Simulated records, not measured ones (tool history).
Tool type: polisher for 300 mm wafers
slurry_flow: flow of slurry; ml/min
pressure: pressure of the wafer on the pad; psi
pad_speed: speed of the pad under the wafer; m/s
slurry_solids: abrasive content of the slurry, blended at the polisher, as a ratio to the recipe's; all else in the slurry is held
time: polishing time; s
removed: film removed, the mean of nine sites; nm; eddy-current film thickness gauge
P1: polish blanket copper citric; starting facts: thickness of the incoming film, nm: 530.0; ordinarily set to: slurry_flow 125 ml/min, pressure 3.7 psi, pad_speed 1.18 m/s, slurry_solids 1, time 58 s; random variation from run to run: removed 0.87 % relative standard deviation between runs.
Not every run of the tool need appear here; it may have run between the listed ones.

| run | hour | slurry_flow | pressure | pad_speed | slurry_solids | time | wafers polished on this pad | hours since the slurry nozzle was cleaned | hours since the head pressure was calibrated | hours since the slurry blender was calibrated | removed |
|---|---|---|---|---|---|---|---|---|---|---|---|
| 1 | 6.4 | 125 | 3.7 | 1.18 | 1 | 58 | 169 | 285.6 | 146.4 | 122.8 | 202.61 |
| 2 | 14.6 | 125 | 3.7 | 1.84 | 1 | 35 | 224 | 293.8 | 154.6 | 131 | 188.37 |
| 3 | 22.7 | 125 | 5.8 | 1.18 | 1 | 58 | 278 | 301.9 | 162.7 | 139.1 | 318 |
| 4 | 33.4 | 125 | 3.7 | 1.18 | 1 | 58 | 350 | 312.6 | 173.4 | 149.8 | 204.34 |
| 5 | 43.6 | 125 | 3.7 | 1.18 | 1 | 58 | 418 | 322.8 | 183.6 | 160 | 202.74 |
| 6 | 54.8 | 125 | 3.7 | 1.18 | 1 | 30 | 494 | 334 | 194.8 | 171.2 | 104.54 |
| 7 | 64.3 | 125 | 3.7 | 1.6 | 1 | 58 | 557 | 343.5 | 204.3 | 180.7 | 279.67 |
| 8 | 75.6 | 125 | 3.7 | 1.18 | 0.55 | 58 | 633 | 354.8 | 215.6 | 192 | 180.13 |
| 9 | 87.8 | 125 | 3.7 | 1.18 | 1 | 58 | 715 | 367 | 227.8 | 204.2 | 204.29 |
|  | 94 | head pressure recalibrated |
| 10 | 100.5 | 125 | 3.7 | 1.18 | 1.45 | 58 | 800 | 379.7 | 6.6 | 216.9 | 220.95 |
| 11 | 107.2 | 75 | 3.7 | 0.78 | 1 | 58 | 845 | 386.4 | 13.3 | 223.6 | 118.88 |
| 12 | 116.6 | 165 | 3.7 | 1.18 | 1 | 58 | 908 | 395.8 | 22.7 | 233 | 213.28 |
| 13 | 130.3 | 125 | 3.7 | 1.18 | 1 | 58 | 1000 | 409.5 | 36.4 | 246.7 | 201.6 |
| 14 | 141.8 | 75 | 3.7 | 1.18 | 1 | 58 | 1077 | 421 | 47.9 | 258.2 | 180.73 |
| 15 | 149.1 | 125 | 2.6 | 1.18 | 1 | 58 | 1126 | 428.3 | 55.2 | 265.5 | 143.67 |
| 16 | 162.3 | 125 | 3.7 | 0.54 | 1 | 58 | 1214 | 441.5 | 68.4 | 278.7 | 94.872 |
| 17 | 176.3 | 125 | 3.7 | 1.18 | 1 | 58 | 1308 | 455.5 | 82.4 | 292.7 | 203.29 |
| 18 | 189 | 125 | 3.7 | 1.18 | 1 | 89 | 1393 | 468.2 | 95.1 | 305.4 | 311.07 |
| 19 | 195.7 | 125 | 3.7 | 1.18 | 1 | 58 | 1438 | 474.9 | 101.8 | 312.1 | 203.41 |
| 20 | 207 | 125 | 3.7 | 1.18 | 1 | 58 | 1514 | 486.2 | 113.1 | 323.4 | 197.13 |
|  | 219.5 | slurry blender recalibrated |
| 21 | 221.2 | 125 | 3.7 | 1.18 | 1 | 58 | 1609 | 500.4 | 127.3 | 1.8 | 191.53 |
| 22 | 234.4 | 125 | 3.7 | 1.18 | 1 | 58 | 1697 | 513.6 | 140.5 | 15 | 187.17 |
|  | 238.2 | head pressure recalibrated |
| 23 | 243.6 | 125 | 3.7 | 1.18 | 1 | 58 | 1759 | 522.8 | 5.5 | 24.2 | 185.54 |
| 24 | 251 | 125 | 3.7 | 1.18 | 1 | 58 | 1809 | 530.2 | 12.9 | 31.6 | 181.42 |
| 25 | 263.4 | 125 | 3.7 | 1.18 | 1 | 58 | 1892 | 542.6 | 25.3 | 44 | 184.96 |

P1 has crept away from where it was. The log is fitted equally well by each of these 2 causes, at the sizes shown:
A: removal rate lost through wear of the pad, % = 9.66
B: slurry flow missing at the pad, % = 33.8
Onset of the creep was near hour 195.7.
Excluded causes, each with its reason:
head's pressure below its setpoint, %: was serviced at hour 238.2, once the creep was under way, yet the earlier output never came back
abrasive missing from the slurry, %: was serviced at hour 219.5, once the creep was under way, yet the earlier output never came back

4 check runs are offered, each on 2 wafers whose results are averaged, their results left as question marks. Which one tells the causes apart?
| check 1 | 275.8 | 125 | 5.2 | 0.86 | 1 | 58 |  |  |  |  | ? |
| check 2 | 275.8 | 125 | 3.7 | 0.76 | 1 | 58 |  |  |  |  | ? |
| check 3 | 275.8 | 75 | 3.7 | 1.18 | 1 | 58 |  |  |  |  | ? |
| check 4 | 275.8 | 125 | 5.4 | 1.18 | 1.45 | 58 |  |  |  |  | ? |

If the cause were each of the candidates in turn, the checks would give the following:
| check | result | if A | if B |
|---|---|---|---|
| check 1 | removed | 188.54 | 188.52 |
| check 2 | removed | 119.69 | 119.68 |
| check 3 | removed | 161.4 | 152.78 |
| check 4 | removed | 289.99 | 289.97 |
How far apart the two closest causes lie, in the result that separates them most: check 1 0.01 %; check 2 0.01 %; check 3 5.49 %; check 4 0.01 %
The other checks would show nearly matching results whichever cause is true, so check 3 is the only one that separates the causes.

The results of check 3 are: removed 152.29 nm. Based on these, which of the listed causes is it?

The cause is B: slurry flow missing at the pad, %.
